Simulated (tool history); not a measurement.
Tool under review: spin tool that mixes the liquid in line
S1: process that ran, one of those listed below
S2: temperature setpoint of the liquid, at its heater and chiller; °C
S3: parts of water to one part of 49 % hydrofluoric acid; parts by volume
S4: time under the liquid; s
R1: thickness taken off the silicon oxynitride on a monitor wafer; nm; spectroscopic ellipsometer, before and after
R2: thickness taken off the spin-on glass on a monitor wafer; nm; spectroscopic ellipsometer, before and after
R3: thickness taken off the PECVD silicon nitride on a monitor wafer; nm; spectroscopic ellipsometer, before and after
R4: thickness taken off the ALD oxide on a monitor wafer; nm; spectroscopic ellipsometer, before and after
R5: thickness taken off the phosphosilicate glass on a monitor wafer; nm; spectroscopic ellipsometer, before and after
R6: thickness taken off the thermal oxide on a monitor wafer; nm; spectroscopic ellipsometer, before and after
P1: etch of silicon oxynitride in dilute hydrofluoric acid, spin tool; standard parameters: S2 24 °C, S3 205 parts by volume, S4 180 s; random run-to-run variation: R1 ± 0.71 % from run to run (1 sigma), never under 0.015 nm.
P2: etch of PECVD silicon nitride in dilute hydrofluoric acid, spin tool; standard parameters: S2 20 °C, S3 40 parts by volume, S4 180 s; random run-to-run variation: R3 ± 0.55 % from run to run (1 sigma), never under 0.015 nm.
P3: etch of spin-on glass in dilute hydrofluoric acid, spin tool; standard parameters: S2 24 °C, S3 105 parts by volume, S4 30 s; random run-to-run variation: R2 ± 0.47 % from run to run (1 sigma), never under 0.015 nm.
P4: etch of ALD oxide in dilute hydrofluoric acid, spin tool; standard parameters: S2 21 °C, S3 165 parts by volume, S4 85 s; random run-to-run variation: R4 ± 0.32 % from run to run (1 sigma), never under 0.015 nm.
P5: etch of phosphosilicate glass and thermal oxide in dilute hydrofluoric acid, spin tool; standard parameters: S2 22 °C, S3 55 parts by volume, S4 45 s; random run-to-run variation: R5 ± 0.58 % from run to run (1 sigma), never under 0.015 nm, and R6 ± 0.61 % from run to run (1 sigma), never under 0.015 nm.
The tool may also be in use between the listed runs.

| run | day | S1 | S2 | S3 | S4 | R1 | R2 | R3 | R4 | R5 | R6 |
|---|---|---|---|---|---|---|---|---|---|---|---|
| 1 | 0.088 | P1 | 24 | 205 | 180 | 3.8635 |  |  |  |  |  |
| 2 | 0.279 | P1 | 24 | 205 | 180 | 3.9533 |  |  |  |  |  |
| 3 | 0.392 | P3 | 24 | 105 | 15 |  | 7.326 |  |  |  |  |
| 4 | 0.562 | P1 | 32 | 205 | 180 | 5.5025 |  |  |  |  |  |
| 5 | 0.746 | P2 | 20 | 20 | 180 |  |  | 21.668 |  |  |  |
| 6 | 0.842 | P1 | 30.5 | 280 | 180 | 3.5084 |  |  |  |  |  |
| 7 | 0.992 | P4 | 21 | 165 | 25 |  |  |  | 1.9825 |  |  |
| 8 | 1.142 | P4 | 17 | 165 | 85 |  |  |  | 5.7746 |  |  |
| 9 | 1.267 | P1 | 24 | 120 | 180 | 7.1712 |  |  |  |  |  |
| 10 | 1.421 | P5 | 30 | 55 | 45 |  |  |  |  | 65.015 | 5.3747 |
| 11 | 1.571 | P3 | 24 | 105 | 30 |  | 14.591 |  |  |  |  |
| 12 | 1.75 | P1 | 24 | 205 | 180 | 3.8608 |  |  |  |  |  |
| 13 | 1.867 | P1 | 28 | 205 | 30 | 0.778 |  |  |  |  |  |
| 14 | 2.067 | P4 | 21 | 165 | 85 |  |  |  | 6.7476 |  |  |
| 15 | 2.217 | P4 | 21 | 50 | 85 |  |  |  | 25.444 |  |  |
| 16 | 2.404 | P1 | 24 | 205 | 180 | 3.9029 |  |  |  |  |  |
| 17 | 2.583 | P3 | 19.5 | 105 | 30 |  | 12.05 |  |  |  |  |
| 18 | 2.75 | P3 | 24 | 155 | 30 |  | 9.2966 |  |  |  |  |
| 19 | 2.867 | P1 | 17 | 205 | 180 | 2.827 |  |  |  |  |  |
| 20 | 3.004 | P2 | 26 | 40 | 180 |  |  | 16.894 |  |  |  |
| 21 | 3.183 | P1 | 24 | 205 | 180 | 3.8369 |  |  |  |  |  |
| 22 | 3.388 | P1 | 24 | 205 | 180 | 3.906 |  |  |  |  |  |
| 23 | 3.567 | P1 | 24 | 205 | 50 | 1.106 |  |  |  |  |  |
| 24 | 3.721 | P5 | 22 | 30 | 45 |  |  |  |  | 89.478 | 7.2018 |
| 25 | 3.825 | P2 | 20 | 40 | 85 |  |  | 5.2797 |  |  |  |
| 26 | 3.975 | P5 | 22 | 55 | 65 |  |  |  |  | 68.144 | 5.5189 |
| 27 | 4.175 | P2 | 20 | 40 | 180 |  |  | 11.188 |  |  |  |
| 28 | 4.342 | P1 | 24 | 205 | 330 | 7.1417 |  |  |  |  |  |
| 29 | 4.442 | P1 | 24 | 205 | 180 | 3.9443 |  |  |  |  |  |
| 30 | 4.558 | P3 | 24 | 105 | 30 |  | 14.377 |  |  |  |  |
| 31 | 4.7 | P1 | 24 | 360 | 180 | 1.973 |  |  |  |  |  |
| 32 | 4.867 | P5 | 22 | 55 | 45 |  |  |  |  | 47.944 | 3.7995 |
| 33 | 5.025 | P1 | 24 | 205 | 180 | 3.9568 |  |  |  |  |  |
| 34 | 5.117 | P1 | 24 | 205 | 180 | 3.9292 |  |  |  |  |  |
| 35 | 5.229 | P1 | 24 | 205 | 180 | 4.0672 |  |  |  |  |  |
| 36 | 5.342 | P1 | 24 | 205 | 180 | 4.0371 |  |  |  |  |  |
| 37 | 5.446 | P1 | 24 | 205 | 180 | 4.0719 |  |  |  |  |  |
| 38 | 5.596 | P1 | 24 | 205 | 180 | 4.1093 |  |  |  |  |  |
| 39 | 5.7 | P1 | 24 | 205 | 180 | 4.178 |  |  |  |  |  |
| 40 | 5.858 | P1 | 24 | 205 | 180 | 4.1107 |  |  |  |  |  |
| 41 | 6.042 | P1 | 24 | 205 | 180 | 4.1821 |  |  |  |  |  |
| 42 | 6.196 | P1 | 24 | 205 | 180 | 4.1536 |  |  |  |  |  |
| 43 | 6.392 | P1 | 24 | 205 | 180 | 4.2305 |  |  |  |  |  |

The log shows P1 creeping away from where it was. Any of the 2 causes listed here, at the size stated for it, fits the log just as well as the others:
A: hydrofluoric acid flow above the setpoint (%) = 6.01
B: liquid hotter than its thermometer reads (K) = 1.52
The onset of the drift is placed at about day 5.025.

Question marks stand in for the results of the 4 check runs listed below, each run on one wafer. Under which run would the listed causes show clearly different results?
| check 1 | 6.588 | P2 | 20 | 40 | 180 |  |  | ? |  |  |  |
| check 2 | 6.588 | P4 | 21 | 165 | 85 |  |  |  | ? |  |  |
| check 3 | 6.588 | P5 | 22 | 55 | 45 |  |  |  |  | ? | ? |
| check 4 | 6.588 | P3 | 24 | 105 | 30 |  | ? |  |  |  |  |

What every check run would give for each of its results, assuming each possible cause in turn:
| check | result | if A | if B |
|---|---|---|---|
| check 1 | R3 | 11.835 | 12.428 |
| check 2 | R4 | 7.247 | 7.1799 |
| check 3 | R5 | 50.4 | 50.43 |
| check 3 | R6 | 4.0754 | 4.0779 |
| check 4 | R2 | 15.5 | 15.407 |
Gap, in per cent, between the two causes that each check separates least, read from the result that separates them most: check 1 4.89 %; check 2 0.93 %; check 3 0.06 %; check 4 0.6 %
Of the check runs offered, only check 1 discriminates between the causes; the rest would read about the same regardless of which cause applies.

Here is what check 1 returned: R3 12.524 nm. Which cause is it?

Of the candidate causes, it is B: liquid hotter than its thermometer reads (K).

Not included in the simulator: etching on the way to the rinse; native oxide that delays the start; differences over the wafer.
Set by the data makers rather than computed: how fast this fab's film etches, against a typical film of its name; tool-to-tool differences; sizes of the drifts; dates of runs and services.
